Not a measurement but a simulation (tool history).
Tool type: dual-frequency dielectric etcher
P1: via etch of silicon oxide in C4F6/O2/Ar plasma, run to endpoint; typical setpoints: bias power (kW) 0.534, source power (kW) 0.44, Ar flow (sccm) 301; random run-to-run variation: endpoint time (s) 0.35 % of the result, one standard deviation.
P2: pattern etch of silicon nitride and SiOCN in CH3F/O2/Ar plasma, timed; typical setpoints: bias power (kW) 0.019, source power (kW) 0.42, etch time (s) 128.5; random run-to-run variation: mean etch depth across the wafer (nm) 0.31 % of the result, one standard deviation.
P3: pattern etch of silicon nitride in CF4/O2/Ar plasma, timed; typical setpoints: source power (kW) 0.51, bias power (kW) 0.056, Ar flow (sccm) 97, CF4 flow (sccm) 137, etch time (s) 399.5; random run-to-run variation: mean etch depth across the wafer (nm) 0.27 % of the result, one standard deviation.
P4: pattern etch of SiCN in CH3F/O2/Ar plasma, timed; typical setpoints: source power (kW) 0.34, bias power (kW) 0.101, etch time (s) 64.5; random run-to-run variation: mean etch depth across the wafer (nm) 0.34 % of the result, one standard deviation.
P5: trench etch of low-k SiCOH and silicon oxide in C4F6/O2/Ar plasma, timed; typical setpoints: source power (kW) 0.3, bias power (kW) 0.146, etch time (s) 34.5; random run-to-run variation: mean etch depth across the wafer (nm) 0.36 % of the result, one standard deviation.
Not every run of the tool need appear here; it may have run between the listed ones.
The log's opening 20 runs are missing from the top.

| run | hour | process that ran | bias power (kW) | source power (kW) | Ar flow (sccm) | etch time (s) | CF4 flow (sccm) | hours since the last wet clean | hours since the last bias power generator calibration | hours since the last source power generator calibration | hours since the last Ar flow controller change | endpoint time (s) | mean etch depth across the wafer (nm) |
|---|---|---|---|---|---|---|---|---|---|---|---|---|---|
| 21 | 126.3 | P2 | 0.026 | 0.42 |  | 128.5 |  | 498.2 | 813.5 | 1174 | 4018.5 |  | 18.012 |
| 22 | 131.1 | P1 | 0.754 | 0.44 | 301 |  |  | 503 | 818.3 | 1178.8 | 4023.3 | 11.795 |  |
| 23 | 135 | P4 | 0.101 | 0.26 |  | 64.5 |  | 506.9 | 822.2 | 1182.7 | 4027.2 |  | 24.075 |
| 24 | 142.7 | P5 | 0.146 | 0.37 |  | 34.5 |  | 514.6 | 829.9 | 1190.4 | 4034.9 |  | 99.808 |
| 25 | 148.2 | P1 | 0.534 | 0.44 | 363 |  |  | 520.1 | 835.4 | 1195.9 | 4040.4 | 13.81 |  |
| 26 | 156.8 | P3 | 0.056 | 0.51 | 132 | 399.5 | 137 | 528.7 | 844 | 1204.5 | 4049 |  | 792.94 |
| 27 | 160.6 | P5 | 0.146 | 0.3 |  | 34.5 |  | 532.5 | 847.8 | 1208.3 | 4052.8 |  | 91.376 |
|  | 164.2 | Ar flow controller replaced |
| 28 | 168.5 | P4 | 0.101 | 0.34 |  | 64.5 |  | 540.4 | 855.7 | 1216.2 | 4.3 |  | 26.467 |
| 29 | 172.9 | P2 | 0.019 | 0.42 |  | 190.5 |  | 544.8 | 860.1 | 1220.6 | 8.7 |  | 23.201 |
| 30 | 180.9 | P3 | 0.056 | 0.51 | 97 | 596.5 | 137 | 552.8 | 868.1 | 1228.6 | 16.7 |  | 1220.3 |
| 31 | 185.8 | P1 | 0.534 | 0.34 | 200 |  |  | 557.7 | 873 | 1233.5 | 21.6 | 14.187 |  |
| 32 | 191.6 | P1 | 0.534 | 0.44 | 301 |  |  | 563.5 | 878.8 | 1239.3 | 27.4 | 13.487 |  |
| 33 | 195.4 | P4 | 0.078 | 0.34 |  | 64.5 |  | 567.3 | 882.6 | 1243.1 | 31.2 |  | 24.043 |
| 34 | 199.8 | P4 | 0.101 | 0.34 |  | 64.5 |  | 571.7 | 887 | 1247.5 | 35.6 |  | 26.386 |
| 35 | 207.6 | P3 | 0.056 | 0.39 | 97 | 399.5 | 137 | 579.5 | 894.8 | 1255.3 | 43.4 |  | 645.53 |
| 36 | 215.6 | P1 | 0.534 | 0.44 | 301 |  |  | 587.5 | 902.8 | 1263.3 | 51.4 | 13.519 |  |

Expected results for the next run?
| 37 | 222.1 | P1 | 0.534 | 0.44 | 301 |  |  | 594 | 909.3 | 1269.8 | 57.9 | ? |  |

endpoint time (s): 13.637
